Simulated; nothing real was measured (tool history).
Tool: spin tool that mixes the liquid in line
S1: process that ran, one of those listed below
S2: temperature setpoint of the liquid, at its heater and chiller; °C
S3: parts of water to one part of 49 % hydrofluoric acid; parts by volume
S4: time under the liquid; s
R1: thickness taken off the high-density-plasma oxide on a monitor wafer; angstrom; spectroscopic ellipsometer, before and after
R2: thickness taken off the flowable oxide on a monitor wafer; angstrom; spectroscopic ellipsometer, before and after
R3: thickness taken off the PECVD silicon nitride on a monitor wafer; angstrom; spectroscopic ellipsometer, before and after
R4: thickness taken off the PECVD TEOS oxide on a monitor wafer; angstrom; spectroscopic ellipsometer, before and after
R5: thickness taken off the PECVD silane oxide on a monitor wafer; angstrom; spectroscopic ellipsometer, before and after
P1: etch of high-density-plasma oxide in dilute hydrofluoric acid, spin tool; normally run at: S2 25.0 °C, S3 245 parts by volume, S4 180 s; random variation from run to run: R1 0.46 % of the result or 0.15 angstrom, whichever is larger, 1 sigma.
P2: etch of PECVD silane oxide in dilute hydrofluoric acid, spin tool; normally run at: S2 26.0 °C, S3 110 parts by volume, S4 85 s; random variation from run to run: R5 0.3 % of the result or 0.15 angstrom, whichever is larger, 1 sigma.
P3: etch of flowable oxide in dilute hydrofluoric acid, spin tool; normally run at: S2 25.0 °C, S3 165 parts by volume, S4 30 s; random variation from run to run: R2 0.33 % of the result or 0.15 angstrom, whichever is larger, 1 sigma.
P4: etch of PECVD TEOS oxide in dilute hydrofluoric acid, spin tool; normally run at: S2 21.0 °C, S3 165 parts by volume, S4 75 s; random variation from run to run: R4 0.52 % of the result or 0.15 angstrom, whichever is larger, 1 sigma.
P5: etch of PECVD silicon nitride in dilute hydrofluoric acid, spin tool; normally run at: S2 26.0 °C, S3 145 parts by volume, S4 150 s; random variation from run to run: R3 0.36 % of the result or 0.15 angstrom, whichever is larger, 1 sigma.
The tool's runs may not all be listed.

run   hour  S1    S2   S3   S4        R1      R2      R3       R4      R5
  1   12.7  P1  25.0  245  180   63.7360
  2   23.4  P3  25.0  165   30            67.383
  3   31.5  P3  25.0  165   30            67.006
  4   49.5  P1  32.5  245  180   81.9940
  5   63.4  P1  32.5   90  180  274.8800
  6   74.3  P1  30.5  245   20    8.5263
  7   87.5  P5  26.0  145  150                    67.542
  8   99.5  P1  25.0  245  180   62.7830
  9  110.3  P5  20.0  145  150                    45.597
 10  124.9  P3  25.0  290   30            33.493
 11  141.6  P3  25.0  165   15            33.757
 12  159.5  P4  21.0  165   75                             72.870
 13  173.1  P1  25.0  115  180  156.6600
 14  189.4  P5  26.0  255  150                    38.069
 15  204.8  P1  25.0  245  180   63.3640
 16  219.7  P1  25.0  245  180   63.2460
     228.0  -- hydrofluoric acid flow meter replaced
 17  236.6  P4  21.0  165  125                            122.250
 18  252.0  P4  21.0  280   75                             38.390
 19  260.2  P2  26.0  110   85                                     264.49
 20  273.7  P1  25.0  245  180   64.2130
 21  286.9  P2  19.0  110   85                                     200.24
 22  298.9  P1  25.0  245   55   19.1330
 23  314.1  P4  17.0  165   75                             61.717
 24  327.2  P1  19.0  245  180   51.2330
 25  344.1  P1  25.0  435  180   29.9530
 26  354.3  P2  26.0  170   85                                     159.95
 27  362.8  P1  29.5  105  180  207.3000
 28  380.3  P2  26.0  110  155                                     485.20

Run 29 comes next. What will it give?
 29  395.1  P3  30.0  165  30       ?

Run 29 gave R2 81.138 angstrom.
